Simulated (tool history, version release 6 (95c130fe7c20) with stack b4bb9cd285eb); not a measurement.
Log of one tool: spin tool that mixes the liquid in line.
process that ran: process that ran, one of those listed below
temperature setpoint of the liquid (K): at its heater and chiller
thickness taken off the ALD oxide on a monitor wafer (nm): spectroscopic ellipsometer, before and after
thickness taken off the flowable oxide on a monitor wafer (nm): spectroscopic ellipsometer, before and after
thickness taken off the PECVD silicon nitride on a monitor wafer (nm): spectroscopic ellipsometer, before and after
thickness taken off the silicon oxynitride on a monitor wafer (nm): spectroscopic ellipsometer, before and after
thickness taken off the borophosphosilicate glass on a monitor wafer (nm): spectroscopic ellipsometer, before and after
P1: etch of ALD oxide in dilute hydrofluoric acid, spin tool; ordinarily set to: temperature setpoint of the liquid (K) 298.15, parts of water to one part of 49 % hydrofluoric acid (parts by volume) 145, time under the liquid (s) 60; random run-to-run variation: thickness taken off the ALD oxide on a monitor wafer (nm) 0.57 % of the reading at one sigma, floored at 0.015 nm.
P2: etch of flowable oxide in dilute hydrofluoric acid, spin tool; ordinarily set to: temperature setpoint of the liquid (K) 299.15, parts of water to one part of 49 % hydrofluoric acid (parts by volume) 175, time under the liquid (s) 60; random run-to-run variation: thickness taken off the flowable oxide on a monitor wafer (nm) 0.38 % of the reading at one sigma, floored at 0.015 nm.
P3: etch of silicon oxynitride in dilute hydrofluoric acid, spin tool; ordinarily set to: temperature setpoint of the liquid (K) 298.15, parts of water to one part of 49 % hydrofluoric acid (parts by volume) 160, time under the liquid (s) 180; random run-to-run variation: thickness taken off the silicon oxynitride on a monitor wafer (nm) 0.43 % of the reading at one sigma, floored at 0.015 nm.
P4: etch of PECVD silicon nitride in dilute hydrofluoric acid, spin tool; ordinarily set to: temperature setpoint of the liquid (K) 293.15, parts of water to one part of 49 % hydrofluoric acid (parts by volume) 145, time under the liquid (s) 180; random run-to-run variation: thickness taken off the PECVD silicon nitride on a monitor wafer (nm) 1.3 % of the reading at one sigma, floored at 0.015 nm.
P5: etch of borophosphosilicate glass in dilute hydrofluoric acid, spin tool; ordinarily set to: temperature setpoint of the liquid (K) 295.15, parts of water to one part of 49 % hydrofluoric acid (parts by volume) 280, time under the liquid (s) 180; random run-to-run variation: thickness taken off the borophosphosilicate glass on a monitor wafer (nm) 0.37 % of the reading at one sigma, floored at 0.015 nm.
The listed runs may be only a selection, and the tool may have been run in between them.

run   hour  process that ran  temperature setpoint of the liquid (K)  parts of water to one part of 49 % hydrofluoric acid (parts by volume)  time under the liquid (s)  hours since the thermometer was replaced  hours since the hydrofluoric acid flow meter was replaced  thickness taken off the ALD oxide on a monitor wafer (nm)  thickness taken off the flowable oxide on a monitor wafer (nm)  thickness taken off the PECVD silicon nitride on a monitor wafer (nm)  thickness taken off the silicon oxynitride on a monitor wafer (nm)  thickness taken off the borophosphosilicate glass on a monitor wafer (nm)
  1    7.1                P1                                  298.15                                                                     145                         60                                     853.3                                                      252.9                                                     7.7861
  2   10.7                P1                                  298.15                                                                     145                         60                                     856.9                                                      256.5                                                     7.7374
  3   14.1                P2                                  299.15                                                                     175                         15                                     860.3                                                      259.9                                                                                                                     3.9213
  4   21.0                P4                                  293.15                                                                      65                        180                                     867.2                                                      266.8                                                                                                                                                                                            3.5197
  5   26.1                P4                                  290.15                                                                     145                        180                                     872.3                                                      271.9                                                                                                                                                                                            1.2849
  6   32.9                P1                                  301.65                                                                     240                         60                                     879.1                                                      278.7                                                     4.8197
  7   38.2                P2                                  299.15                                                                     175                         60                                     884.4                                                      284.0                                                                                                                    15.8170
  8   43.8                P1                                  298.15                                                                     145                         20                                     890.0                                                      289.6                                                     2.6041
  9   47.2                P3                                  298.15                                                                     160                        180                                     893.4                                                      293.0                                                                                                                                                                                                                                                                5.1168
 10   51.2                P3                                  305.65                                                                     160                        180                                     897.4                                                      297.0                                                                                                                                                                                                                                                                7.0866
 11   54.8                P3                                  298.15                                                                     160                        310                                     901.0                                                      300.6                                                                                                                                                                                                                                                                8.7922
 12   59.0                P1                                  303.65                                                                     145                         60                                     905.2                                                      304.8                                                     9.5927
 13   63.5                P5                                  295.15                                                                     280                        180                                     909.7                                                      309.3                                                                                                                                                                                                                                                                                                                                           14.647
 14   67.9                P5                                  295.15                                                                     165                        180                                     914.1                                                      313.7                                                                                                                                                                                                                                                                                                                                           27.725
 15   74.6                P4                                  293.15                                                                     145                        275                                     920.8                                                      320.4                                                                                                                                                                                            2.4229
 16   81.0                P4                                  293.15                                                                     145                        180                                     927.2                                                      326.8                                                                                                                                                                                            1.6015
 17   85.2                P1                                  298.15                                                                      95                         60                                     931.4                                                      331.0                                                    12.7490
 18   89.5                P5                                  295.15                                                                     280                        315                                     935.7                                                      335.3                                                                                                                                                                                                                                                                                                                                           25.498
      92.2  -- thermometer replaced
 19   94.4                P2                                  299.15                                                                      40                         60                                       2.2                                                      340.2                                                                                                                    82.2030
 20  100.8                P5                                  290.15                                                                     280                        180                                       8.6                                                      346.6                                                                                                                                                                                                                                                                                                                                           12.204
 21  108.1                P5                                  295.15                                                                     280                        180                                      15.9                                                      353.9                                                                                                                                                                                                                                                                                                                                           14.659
 22  111.4                P2                                  306.15                                                                     175                         60                                      19.2                                                      357.2                                                                                                                    20.2890
     115.1  -- hydrofluoric acid flow meter replaced
 23  118.0                P1                                  298.15                                                                     145                         95                                      25.8                                                        2.9                                                    12.4360
 24  123.2                P3                                  298.15                                                                     290                        180                                      31.0                                                        8.1                                                                                                                                                                                                                                                                2.5631
 25  127.6                P1                                  298.15                                                                     145                         60                                      35.4                                                       12.5                                                     7.9250
 26  133.5                P1                                  298.15                                                                      85                         85                                      41.3                                                       18.4                                                    20.4220
 27  138.7                P3                                  298.15                                                                     160                        180                                      46.5                                                       23.6                                                                                                                                                                                                                                                                5.1252
 28  145.8                P1                                  292.65                                                                     145                         60                                      53.6                                                       30.7                                                     6.3739
 29  151.4                P1                                  298.15                                                                     145                         60                                      59.2                                                       36.3                                                     7.8268
 30  156.4                P1                                  290.65                                                                     145                         95                                      64.2                                                       41.3                                                     9.2241
 31  161.5                P2                                  299.15                                                                     175                         60                                      69.3                                                       46.4                                                                                                                    15.8030
 32  164.8                P1                                  298.15                                                                     215                         60                                      72.6                                                       49.7                                                     4.8658
 33  168.6                P1                                  298.15                                                                     145                         60                                      76.4                                                       53.5                                                     7.9395
 34  174.8                P1                                  298.15                                                                     145                         60                                      82.6                                                       59.7                                                     7.8392
 35  178.0                P1                                  298.15                                                                     145                         60                                      85.8                                                       62.9                                                     7.6845
 36  184.6                P1                                  298.15                                                                     145                         60                                      92.4                                                       69.5                                                     7.5480
 37  188.3                P1                                  298.15                                                                     145                         60                                      96.1                                                       73.2                                                     7.5437
 38  195.2                P1                                  298.15                                                                     145                         60                                     103.0                                                       80.1                                                     7.4713
 39  198.8                P1                                  298.15                                                                     145                         60                                     106.6                                                       83.7                                                     7.4450
 40  203.0                P1                                  298.15                                                                     145                         60                                     110.8                                                       87.9                                                     7.4293
 41  207.7                P1                                  298.15                                                                     145                         60                                     115.5                                                       92.6                                                     7.3301
 42  213.4                P1                                  298.15                                                                     145                         60                                     121.2                                                       98.3                                                     7.3880
 43  220.3                P1                                  298.15                                                                     145                         60                                     128.1                                                      105.2                                                     7.3955
 44  225.5                P1                                  298.15                                                                     145                         60                                     133.3                                                      110.4                                                     7.4475
 45  232.5                P1                                  298.15                                                                     145                         60                                     140.3                                                      117.4                                                     7.3517

What P1 gives has crept away from where it was. These 2 causes fit the log equally well, each at the size given:
A: liquid colder than its thermometer reads (K) = 1.56
B: hydrofluoric acid flow below the setpoint (%) = 4.95
Onset of the creep was near hour 174.8.

4 check runs are offered, each on 5 wafers whose results are averaged, their results left as question marks. Which one tells the causes apart?
check 1  239.5                P2                                  302.65                                                                      85                         60                                                                                                                                                                                                                               ?
check 2  239.5                P4                                  290.15                                                                      90                        180                                                                                                                                                                                                                                                                                                      ?
check 3  239.5                P3                                  302.15                                                                     230                        180                                                                                                                                                                                                                                                                                                                                                                          ?
check 4  239.5                P5                                  290.15                                                                     280                        180                                                                                                                                                                                                                                                                                                                                                                                                                                                     ?

Check results expected under each cause:
  check                                                                     result     if A     if B
check 1             thickness taken off the flowable oxide on a monitor wafer (nm)  39.2330  39.3440
check 2      thickness taken off the PECVD silicon nitride on a monitor wafer (nm)   1.8541   1.9700
check 3         thickness taken off the silicon oxynitride on a monitor wafer (nm)   3.7434   3.7606
check 4  thickness taken off the borophosphosilicate glass on a monitor wafer (nm)   11.457   11.424
Separation of the two closest causes in each check, using whichever result separates them best: check 1 0.28 %; check 2 6.07 %; check 3 0.46 %; check 4 0.28 %
Only in check 2 would the causes give clearly different results; in the remaining checks their results would be nearly the same.

Running check 2 produced the following: thickness taken off the PECVD silicon nitride on a monitor wafer (nm) 1.9774. Which one of the listed causes fits?

The cause is B: hydrofluoric acid flow below the setpoint (%).
